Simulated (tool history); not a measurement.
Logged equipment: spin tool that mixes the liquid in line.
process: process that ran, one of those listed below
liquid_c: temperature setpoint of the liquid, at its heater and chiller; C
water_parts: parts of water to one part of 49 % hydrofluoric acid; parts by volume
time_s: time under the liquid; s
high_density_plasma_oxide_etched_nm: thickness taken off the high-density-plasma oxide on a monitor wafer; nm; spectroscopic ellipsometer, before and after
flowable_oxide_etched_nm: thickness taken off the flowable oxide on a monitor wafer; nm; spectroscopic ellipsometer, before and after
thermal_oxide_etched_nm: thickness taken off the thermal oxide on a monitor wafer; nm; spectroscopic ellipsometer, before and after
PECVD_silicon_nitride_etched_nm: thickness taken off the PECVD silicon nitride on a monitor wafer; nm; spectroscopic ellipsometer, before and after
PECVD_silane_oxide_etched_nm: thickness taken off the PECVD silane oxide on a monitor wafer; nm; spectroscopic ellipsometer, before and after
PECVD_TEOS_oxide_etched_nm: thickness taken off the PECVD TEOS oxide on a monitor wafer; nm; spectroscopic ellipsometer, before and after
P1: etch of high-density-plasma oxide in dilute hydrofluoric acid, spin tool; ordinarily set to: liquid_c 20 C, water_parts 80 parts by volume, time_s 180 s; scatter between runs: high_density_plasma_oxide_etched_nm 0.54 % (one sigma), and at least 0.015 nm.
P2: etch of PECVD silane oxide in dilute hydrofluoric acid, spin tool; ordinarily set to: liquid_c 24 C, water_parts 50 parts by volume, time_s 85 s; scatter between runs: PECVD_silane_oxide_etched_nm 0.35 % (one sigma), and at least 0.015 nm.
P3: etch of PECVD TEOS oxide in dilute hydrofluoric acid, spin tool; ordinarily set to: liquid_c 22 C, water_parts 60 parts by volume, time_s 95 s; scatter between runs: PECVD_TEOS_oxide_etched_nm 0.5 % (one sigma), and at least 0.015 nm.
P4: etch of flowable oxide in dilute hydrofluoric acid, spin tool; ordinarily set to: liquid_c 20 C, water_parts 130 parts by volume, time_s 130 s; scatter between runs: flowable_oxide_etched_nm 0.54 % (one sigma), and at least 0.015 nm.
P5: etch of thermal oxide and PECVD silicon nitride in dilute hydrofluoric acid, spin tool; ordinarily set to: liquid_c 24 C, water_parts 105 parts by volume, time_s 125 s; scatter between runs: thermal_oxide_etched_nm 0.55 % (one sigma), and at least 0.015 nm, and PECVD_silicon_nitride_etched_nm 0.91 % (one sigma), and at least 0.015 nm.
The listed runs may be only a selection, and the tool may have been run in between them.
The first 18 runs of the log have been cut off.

run   hour  process  liquid_c  water_parts  time_s  hours since the thermometer was replaced  hours since the hydrofluoric acid flow meter was replaced  high_density_plasma_oxide_etched_nm  flowable_oxide_etched_nm  thermal_oxide_etched_nm  PECVD_silicon_nitride_etched_nm  PECVD_silane_oxide_etched_nm  PECVD_TEOS_oxide_etched_nm
 19   65.1       P4        20          130     130                                    1649.1                                                     1390.7                                                         28.947
 20     68       P2      29.5           50      85                                      1652                                                     1393.6                                                                                                                                                 50.548
 21     70       P3        22           20      95                                      1654                                                     1395.6                                                                                                                                                                             94.534
 22   74.4       P1        20          145     180                                    1658.4                                                       1400                               5.3514
 23   77.9       P1        20           80     180                                    1661.9                                                     1403.5                               10.412
 24   81.2       P3        22           60      95                                    1665.2                                                     1406.8                                                                                                                                                                             30.075
      82.1  -- thermometer replaced
 25   84.8       P1        20           80     325                                       2.8                                                     1410.4                               18.695
 26   89.3       P1        20           80     180                                       7.3                                                     1414.9                               10.316
 27   92.5       P5        24          105     125                                      10.5                                                     1418.1                                                                                  5.5761                           2.4583
 28   94.6       P1        20          110     100                                      12.6                                                     1420.2                               4.0749
 29   98.6       P3        22           60      95                                      16.6                                                     1424.2                                                                                                                                                                              30.14
 30  101.5       P3        22           60      15                                      19.5                                                     1427.1                                                                                                                                                                             4.7536
 31  103.7       P1        20           80     180                                      21.7                                                     1429.3                                10.41
 32  108.5       P4        20          130     205                                      26.5                                                     1434.1                                                         45.511
 33  112.8       P2        24           50      85                                      30.8                                                     1438.4                                                                                                                                                 40.689
 34  117.5       P1        20           80     180                                      35.5                                                     1443.1                                10.26
 35  120.4       P1        20           80     180                                      38.4                                                       1446                               10.613
 36  123.3       P1        20           80     180                                      41.3                                                     1448.9                               10.681
 37  125.4       P1        20           80     180                                      43.4                                                       1451                               10.759
 38  128.1       P1        20           80     180                                      46.1                                                     1453.7                               10.937
 39    132       P1        20           80     180                                        50                                                     1457.6                               10.927
 40  136.3       P1        20           80     180                                      54.3                                                     1461.9                               11.091
 41  138.9       P1        20           80     180                                      56.9                                                     1464.5                               11.132

Expected results for the next run?
 42  141.3       P1        20           80     180                                      59.3                                                     1466.9                                    ?

high_density_plasma_oxide_etched_nm: 11.089 nm

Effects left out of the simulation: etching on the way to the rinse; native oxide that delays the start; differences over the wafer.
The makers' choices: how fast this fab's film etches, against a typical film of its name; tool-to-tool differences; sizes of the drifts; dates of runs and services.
